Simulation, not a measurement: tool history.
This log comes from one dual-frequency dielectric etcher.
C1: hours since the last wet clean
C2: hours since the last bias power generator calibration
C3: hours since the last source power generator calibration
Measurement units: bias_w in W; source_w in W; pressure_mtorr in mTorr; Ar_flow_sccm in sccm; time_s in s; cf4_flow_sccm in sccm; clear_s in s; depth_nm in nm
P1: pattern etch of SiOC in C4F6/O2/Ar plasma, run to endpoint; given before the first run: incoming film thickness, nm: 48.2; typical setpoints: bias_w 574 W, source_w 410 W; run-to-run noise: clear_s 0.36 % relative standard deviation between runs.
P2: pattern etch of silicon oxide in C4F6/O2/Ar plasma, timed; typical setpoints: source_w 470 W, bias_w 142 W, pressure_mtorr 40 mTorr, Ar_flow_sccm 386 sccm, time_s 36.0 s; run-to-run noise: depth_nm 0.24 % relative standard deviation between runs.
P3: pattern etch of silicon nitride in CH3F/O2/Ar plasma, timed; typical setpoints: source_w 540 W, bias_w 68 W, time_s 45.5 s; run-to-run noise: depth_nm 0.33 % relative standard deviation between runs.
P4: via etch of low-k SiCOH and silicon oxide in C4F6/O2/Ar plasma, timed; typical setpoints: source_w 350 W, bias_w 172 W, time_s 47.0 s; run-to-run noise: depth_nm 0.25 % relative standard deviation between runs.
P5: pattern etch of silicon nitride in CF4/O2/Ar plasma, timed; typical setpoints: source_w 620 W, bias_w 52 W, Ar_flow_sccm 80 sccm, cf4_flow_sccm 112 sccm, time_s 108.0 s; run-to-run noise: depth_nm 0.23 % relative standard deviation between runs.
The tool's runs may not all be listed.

{"run": 1, "hour": 6.7, "process": "P1", "bias_w": 574, "source_w": 410, "C1": 303.9, "C2": 422.2, "C3": 1364.9, "clear_s": 15.072}
{"run": 2, "hour": 16.3, "process": "P1", "bias_w": 574, "source_w": 410, "C1": 313.5, "C2": 431.8, "C3": 1374.5, "clear_s": 15.109}
{"run": 3, "hour": 25.7, "process": "P2", "bias_w": 142, "source_w": 350, "pressure_mtorr": 40, "Ar_flow_sccm": 386, "time_s": 36.0, "C1": 322.9, "C2": 441.2, "C3": 1383.9, "depth_nm": 92.293}
{"run": 4, "hour": 34.5, "process": "P1", "bias_w": 733, "source_w": 410, "C1": 331.7, "C2": 450.0, "C3": 1392.7, "clear_s": 13.793}
{"run": 5, "hour": 47.1, "process": "P5", "bias_w": 52, "source_w": 620, "Ar_flow_sccm": 80, "time_s": 108.0, "cf4_flow_sccm": 112, "C1": 344.3, "C2": 462.6, "C3": 1405.3, "depth_nm": 270.07}
{"run": 6, "hour": 57.8, "process": "P5", "bias_w": 52, "source_w": 620, "Ar_flow_sccm": 80, "time_s": 108.0, "cf4_flow_sccm": 67, "C1": 355.0, "C2": 473.3, "C3": 1416.0, "depth_nm": 252.61}
{"run": 7, "hour": 69.6, "process": "P3", "bias_w": 68, "source_w": 540, "time_s": 59.0, "C1": 366.8, "C2": 485.1, "C3": 1427.8, "depth_nm": 46.092}
{"run": 8, "hour": 82.6, "process": "P2", "bias_w": 142, "source_w": 470, "pressure_mtorr": 40, "Ar_flow_sccm": 386, "time_s": 36.0, "C1": 379.8, "C2": 498.1, "C3": 1440.8, "depth_nm": 103.36}
{"run": 9, "hour": 94.6, "process": "P4", "bias_w": 172, "source_w": 250, "time_s": 47.0, "C1": 391.8, "C2": 510.1, "C3": 1452.8, "depth_nm": 101.33}
{"run": 10, "hour": 106.7, "process": "P3", "bias_w": 47, "source_w": 540, "time_s": 45.5, "C1": 403.9, "C2": 522.2, "C3": 1464.9, "depth_nm": 31.662}
{"run": 11, "hour": 115.8, "process": "P4", "bias_w": 205, "source_w": 350, "time_s": 47.0, "C1": 413.0, "C2": 531.3, "C3": 1474.0, "depth_nm": 122.12}
{"run": 12, "hour": 125.4, "process": "P5", "bias_w": 52, "source_w": 410, "Ar_flow_sccm": 80, "time_s": 108.0, "cf4_flow_sccm": 112, "C1": 422.6, "C2": 540.9, "C3": 1483.6, "depth_nm": 188.01}
{"run": 13, "hour": 134.3, "process": "P2", "bias_w": 142, "source_w": 470, "pressure_mtorr": 40, "Ar_flow_sccm": 386, "time_s": 26.5, "C1": 431.5, "C2": 549.8, "C3": 1492.5, "depth_nm": 75.874}
{"run": 14, "hour": 140.9, "process": "P3", "bias_w": 68, "source_w": 400, "time_s": 45.5, "C1": 438.1, "C2": 556.4, "C3": 1499.1, "depth_nm": 31.618}
{"run": 15, "hour": 152.7, "process": "P2", "bias_w": 142, "source_w": 470, "pressure_mtorr": 40, "Ar_flow_sccm": 308, "time_s": 36.0, "C1": 449.9, "C2": 568.2, "C3": 1510.9, "depth_nm": 105.93}
{"run": 16, "hour": 167.9, "process": "P3", "bias_w": 68, "source_w": 540, "time_s": 45.5, "C1": 465.1, "C2": 583.4, "C3": 1526.1, "depth_nm": 35.648}
{"run": 17, "hour": 180.7, "process": "P5", "bias_w": 30, "source_w": 620, "Ar_flow_sccm": 80, "time_s": 108.0, "cf4_flow_sccm": 112, "C1": 477.9, "C2": 596.2, "C3": 1538.9, "depth_nm": 225.1}
{"run": 18, "hour": 189.6, "process": "P1", "bias_w": 574, "source_w": 410, "C1": 486.8, "C2": 605.1, "C3": 1547.8, "clear_s": 14.956}
{"run": 19, "hour": 204.6, "process": "P1", "bias_w": 347, "source_w": 410, "C1": 501.8, "C2": 620.1, "C3": 1562.8, "clear_s": 18.031}
{"run": 20, "hour": 214.2, "process": "P3", "bias_w": 68, "source_w": 540, "time_s": 45.5, "C1": 511.4, "C2": 629.7, "C3": 1572.4, "depth_nm": 35.509}
{"hour": 215.1, "done": "source power generator calibrated"}
{"run": 21, "hour": 224.7, "process": "P2", "bias_w": 142, "source_w": 470, "pressure_mtorr": 29, "Ar_flow_sccm": 386, "time_s": 36.0, "C1": 521.9, "C2": 640.2, "C3": 9.6, "depth_nm": 107.43}
{"run": 22, "hour": 235.0, "process": "P4", "bias_w": 172, "source_w": 350, "time_s": 47.0, "C1": 532.2, "C2": 650.5, "C3": 19.9, "depth_nm": 114.8}
{"run": 23, "hour": 243.8, "process": "P1", "bias_w": 467, "source_w": 540, "C1": 541.0, "C2": 659.3, "C3": 28.7, "clear_s": 14.652}
{"run": 24, "hour": 253.6, "process": "P5", "bias_w": 52, "source_w": 620, "Ar_flow_sccm": 80, "time_s": 81.0, "cf4_flow_sccm": 112, "C1": 550.8, "C2": 669.1, "C3": 38.5, "depth_nm": 202.56}
{"run": 25, "hour": 268.7, "process": "P2", "bias_w": 111, "source_w": 470, "pressure_mtorr": 40, "Ar_flow_sccm": 386, "time_s": 36.0, "C1": 565.9, "C2": 684.2, "C3": 53.6, "depth_nm": 96.999}
{"run": 26, "hour": 280.8, "process": "P1", "bias_w": 388, "source_w": 320, "C1": 578.0, "C2": 696.3, "C3": 65.7, "clear_s": 19.09}
{"run": 27, "hour": 289.7, "process": "P5", "bias_w": 52, "source_w": 620, "Ar_flow_sccm": 97, "time_s": 108.0, "cf4_flow_sccm": 112, "C1": 586.9, "C2": 705.2, "C3": 74.6, "depth_nm": 263.95}
{"run": 28, "hour": 300.3, "process": "P1", "bias_w": 574, "source_w": 410, "C1": 597.5, "C2": 715.8, "C3": 85.2, "clear_s": 15.108}
{"run": 29, "hour": 311.9, "process": "P1", "bias_w": 574, "source_w": 410, "C1": 609.1, "C2": 727.4, "C3": 96.8, "clear_s": 14.994}

Run 30 is up next; what results do you expect?
{"run": 30, "hour": 324.3, "process": "P1", "bias_w": 574, "source_w": 500, "C1": 621.5, "C2": 739.8, "C3": 109.2, "clear_s": "?"}

For run 30 the tool returned clear_s 14.061 s.

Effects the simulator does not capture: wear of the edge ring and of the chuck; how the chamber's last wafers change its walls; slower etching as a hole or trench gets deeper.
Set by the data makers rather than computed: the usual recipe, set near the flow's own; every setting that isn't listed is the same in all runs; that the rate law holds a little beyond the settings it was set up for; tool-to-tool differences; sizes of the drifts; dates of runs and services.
